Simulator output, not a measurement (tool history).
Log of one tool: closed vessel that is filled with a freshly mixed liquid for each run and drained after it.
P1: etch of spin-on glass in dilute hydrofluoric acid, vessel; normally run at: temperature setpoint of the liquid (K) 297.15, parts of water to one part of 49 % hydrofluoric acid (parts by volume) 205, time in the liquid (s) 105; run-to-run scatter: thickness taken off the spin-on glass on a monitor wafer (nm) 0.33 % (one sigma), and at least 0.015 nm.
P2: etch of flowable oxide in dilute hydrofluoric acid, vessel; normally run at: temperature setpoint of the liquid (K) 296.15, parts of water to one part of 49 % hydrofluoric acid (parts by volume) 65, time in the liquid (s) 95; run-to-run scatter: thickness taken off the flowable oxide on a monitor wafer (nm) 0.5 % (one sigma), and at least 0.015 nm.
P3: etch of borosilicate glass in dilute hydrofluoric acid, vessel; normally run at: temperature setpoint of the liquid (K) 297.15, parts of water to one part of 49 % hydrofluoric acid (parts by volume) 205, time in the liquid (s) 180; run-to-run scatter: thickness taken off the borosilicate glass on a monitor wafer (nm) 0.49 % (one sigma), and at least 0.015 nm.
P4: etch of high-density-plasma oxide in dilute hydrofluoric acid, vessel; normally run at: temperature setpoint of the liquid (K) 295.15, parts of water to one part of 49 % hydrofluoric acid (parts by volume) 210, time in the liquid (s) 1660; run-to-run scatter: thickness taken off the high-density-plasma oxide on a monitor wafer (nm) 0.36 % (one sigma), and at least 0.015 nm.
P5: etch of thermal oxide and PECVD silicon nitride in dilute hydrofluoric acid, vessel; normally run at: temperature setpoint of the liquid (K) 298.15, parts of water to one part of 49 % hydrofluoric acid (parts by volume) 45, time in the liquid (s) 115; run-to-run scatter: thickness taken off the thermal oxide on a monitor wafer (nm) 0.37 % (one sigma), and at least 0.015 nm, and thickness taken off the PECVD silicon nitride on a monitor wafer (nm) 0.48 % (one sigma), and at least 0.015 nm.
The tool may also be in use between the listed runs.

run,hour,process that ran,temperature setpoint of the liquid (K),parts of water to one part of 49 % hydrofluoric acid (parts by volume),time in the liquid (s),thickness taken off the spin-on glass on a monitor wafer (nm),thickness taken off the thermal oxide on a monitor wafer (nm),thickness taken off the PECVD silicon nitride on a monitor wafer (nm),thickness taken off the high-density-plasma oxide on a monitor wafer (nm),thickness taken off the flowable oxide on a monitor wafer (nm),thickness taken off the borosilicate glass on a monitor wafer (nm)
1,3.1,P1,297.15,205,105,24.219,,,,,
2,5.7,P1,290.65,205,105,18.872,,,,,
3,8,P5,298.15,45,30,,3.5772,1.2238,,,
4,10.3,P4,300.15,210,1660,,,,44.838,,
5,12.6,P5,298.15,45,115,,13.931,4.6842,,,
6,15.8,P4,295.15,210,3265,,,,73.196,,
7,17.8,P4,295.15,355,1660,,,,19.22,,
8,21.7,P2,304.15,65,95,,,,,47.693,
9,26.1,P1,297.15,205,105,24.245,,,,,
10,29,P4,295.15,210,1660,,,,37.454,,
11,32.9,P1,297.15,205,205,46.923,,,,,
12,37.1,P1,297.15,275,30,4.8119,,,,,
13,40.8,P5,298.15,75,115,,7.9546,2.8374,,,
14,44.5,P3,297.15,205,360,,,,,,26.475
15,47,P3,297.15,205,180,,,,,,13.163
16,49.4,P1,297.15,305,105,14.779,,,,,
17,53.6,P1,297.15,205,105,24.248,,,,,
18,56.3,P3,297.15,340,180,,,,,,6.9611
19,59.9,P2,296.15,65,95,,,,,35.264,
20,63.1,P3,297.15,205,180,,,,,,13.124
21,67.6,P2,296.15,65,140,,,,,51.631,
22,71.2,P3,293.65,205,180,,,,,,11.683
23,75.1,P2,296.15,105,95,,,,,20.676,
24,78.3,P1,297.15,205,105,24.368,,,,,
25,82.8,P5,298.15,45,115,,13.887,4.659,,,
26,87.2,P1,305.65,205,105,32.661,,,,,
27,89.3,P1,297.15,205,105,24.266,,,,,
28,92.9,P1,297.15,205,105,24.206,,,,,
29,97.5,P1,297.15,45,105,133.27,,,,,
30,101.5,P5,304.15,45,115,,17.537,6.9323,,,
31,104.8,P4,295.15,210,1660,,,,37.265,,
32,107.2,P1,297.15,205,55,12.755,,,,,
33,109.7,P1,297.15,205,105,24.149,,,,,
34,113.6,P1,297.15,205,105,24.97,,,,,
35,117.8,P1,297.15,205,105,25.331,,,,,
36,122.3,P1,297.15,205,105,25.584,,,,,
37,126.3,P1,297.15,205,105,25.744,,,,,
38,129.7,P1,297.15,205,105,25.927,,,,,
39,133.2,P1,297.15,205,105,25.96,,,,,
40,137.1,P1,297.15,205,105,26.172,,,,,
41,140.1,P1,297.15,205,105,26.156,,,,,
42,143,P1,297.15,205,105,26.155,,,,,
43,145.4,P1,297.15,205,105,26.199,,,,,
44,149.8,P1,297.15,205,105,26.192,,,,,

What P1 gives has crept away from where it was. These 2 causes fit the log equally well, each at the size given:
A: hydrofluoric acid flow above the setpoint (%) = 6.44
B: liquid hotter than its thermometer reads (K) = 2.09
The creep began at about hour 109.7.

4 check runs are offered, one wafer each, their results left as question marks. Which one tells the causes apart?
check 1,154.2,P4,298.15,210,1660,,,,?,,
check 2,154.2,P2,296.15,105,130,,,,,?,
check 3,154.2,P5,302.15,45,50,,?,?,,,
check 4,154.2,P3,297.15,330,325,,,,,,?

What each check would give under each cause:
check,result,if A,if B
check 1,thickness taken off the high-density-plasma oxide on a monitor wafer (nm),44.896,44.835
check 2,thickness taken off the flowable oxide on a monitor wafer (nm),30.283,30.664
check 3,thickness taken off the thermal oxide on a monitor wafer (nm),7.5551,7.6762
check 3,thickness taken off the PECVD silicon nitride on a monitor wafer (nm),2.808,3.0231
check 4,thickness taken off the borosilicate glass on a monitor wafer (nm),14.147,13.99
How far apart the two closest causes lie, in the result that separates them most: check 1 0.14 %; check 2 1.25 %; check 3 7.38 %; check 4 1.11 %
Only check 3 tells the causes apart: in the others they would give nearly the same result.

Check 3 was then run and gave: thickness taken off the thermal oxide on a monitor wafer (nm) 7.7057; thickness taken off the PECVD silicon nitride on a monitor wafer (nm) 3.0282. Which cause is it?

It is B: liquid hotter than its thermometer reads (K).
